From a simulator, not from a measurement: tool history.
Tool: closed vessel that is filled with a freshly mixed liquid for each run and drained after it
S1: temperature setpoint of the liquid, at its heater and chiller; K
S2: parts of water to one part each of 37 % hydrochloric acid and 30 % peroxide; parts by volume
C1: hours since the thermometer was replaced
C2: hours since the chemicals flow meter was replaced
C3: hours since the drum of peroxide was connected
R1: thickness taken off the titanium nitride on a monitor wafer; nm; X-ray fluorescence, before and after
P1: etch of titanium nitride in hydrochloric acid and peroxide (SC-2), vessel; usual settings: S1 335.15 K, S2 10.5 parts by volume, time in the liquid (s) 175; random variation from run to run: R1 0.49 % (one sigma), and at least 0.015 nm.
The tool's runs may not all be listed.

{"run": 1, "day": 0.229, "S1": 335.15, "S2": 10.5, "time in the liquid (s)": 175, "C1": 1596.0, "C2": 461.5, "C3": 211.5, "R1": 6.8895}
{"run": 2, "day": 0.629, "S1": 345.15, "S2": 5.5, "time in the liquid (s)": 175, "C1": 1605.6, "C2": 471.1, "C3": 221.1, "R1": 20.743}
{"run": 3, "day": 0.879, "S1": 335.15, "S2": 10.5, "time in the liquid (s)": 175, "C1": 1611.6, "C2": 477.1, "C3": 227.1, "R1": 6.8889}
{"day": 1.112, "done": "new drum of peroxide connected"}
{"run": 4, "day": 1.296, "S1": 335.15, "S2": 10.5, "time in the liquid (s)": 325, "C1": 1621.6, "C2": 487.1, "C3": 4.4, "R1": 12.685}
{"run": 5, "day": 1.592, "S1": 335.15, "S2": 4.0, "time in the liquid (s)": 175, "C1": 1628.7, "C2": 494.2, "C3": 11.5, "R1": 14.239}
{"run": 6, "day": 2.05, "S1": 335.15, "S2": 18.0, "time in the liquid (s)": 175, "C1": 1639.7, "C2": 505.2, "C3": 22.5, "R1": 4.2445}
{"run": 7, "day": 2.283, "S1": 335.15, "S2": 10.5, "time in the liquid (s)": 175, "C1": 1645.3, "C2": 510.8, "C3": 28.1, "R1": 6.8644}
{"run": 8, "day": 2.512, "S1": 335.15, "S2": 10.5, "time in the liquid (s)": 30, "C1": 1650.8, "C2": 516.3, "C3": 33.6, "R1": 1.1801}
{"run": 9, "day": 2.867, "S1": 345.15, "S2": 10.5, "time in the liquid (s)": 175, "C1": 1659.3, "C2": 524.8, "C3": 42.1, "R1": 12.447}
{"run": 10, "day": 3.296, "S1": 335.15, "S2": 10.5, "time in the liquid (s)": 175, "C1": 1669.6, "C2": 535.1, "C3": 52.4, "R1": 6.8474}
{"run": 11, "day": 3.571, "S1": 319.15, "S2": 4.0, "time in the liquid (s)": 175, "C1": 1676.2, "C2": 541.7, "C3": 59.0, "R1": 5.0296}
{"run": 12, "day": 3.8, "S1": 345.15, "S2": 10.5, "time in the liquid (s)": 75, "C1": 1681.7, "C2": 547.2, "C3": 64.5, "R1": 5.3474}
{"run": 13, "day": 4.112, "S1": 319.65, "S2": 10.5, "time in the liquid (s)": 175, "C1": 1689.2, "C2": 554.7, "C3": 72.0, "R1": 2.4798}
{"run": 14, "day": 4.458, "S1": 335.15, "S2": 10.5, "time in the liquid (s)": 175, "C1": 1697.5, "C2": 563.0, "C3": 80.3, "R1": 6.8328}
{"run": 15, "day": 4.8, "S1": 335.15, "S2": 10.5, "time in the liquid (s)": 175, "C1": 1705.7, "C2": 571.2, "C3": 88.5, "R1": 7.1144}
{"run": 16, "day": 5.15, "S1": 335.15, "S2": 10.5, "time in the liquid (s)": 175, "C1": 1714.1, "C2": 579.6, "C3": 96.9, "R1": 7.2362}
{"run": 17, "day": 5.371, "S1": 335.15, "S2": 10.5, "time in the liquid (s)": 175, "C1": 1719.4, "C2": 584.9, "C3": 102.2, "R1": 7.3458}
{"run": 18, "day": 5.667, "S1": 335.15, "S2": 10.5, "time in the liquid (s)": 175, "C1": 1726.5, "C2": 592.0, "C3": 109.3, "R1": 7.3087}
{"run": 19, "day": 6.104, "S1": 335.15, "S2": 10.5, "time in the liquid (s)": 175, "C1": 1737.0, "C2": 602.5, "C3": 119.8, "R1": 7.3939}

The next listed run, before its measurement:
{"run": 20, "day": 6.408, "S1": 335.15, "S2": 10.5, "time in the liquid (s)": 175, "C1": 1744.3, "C2": 609.8, "C3": 127.1, "R1": "?"}

Run 20 gave R1 7.3945 nm.
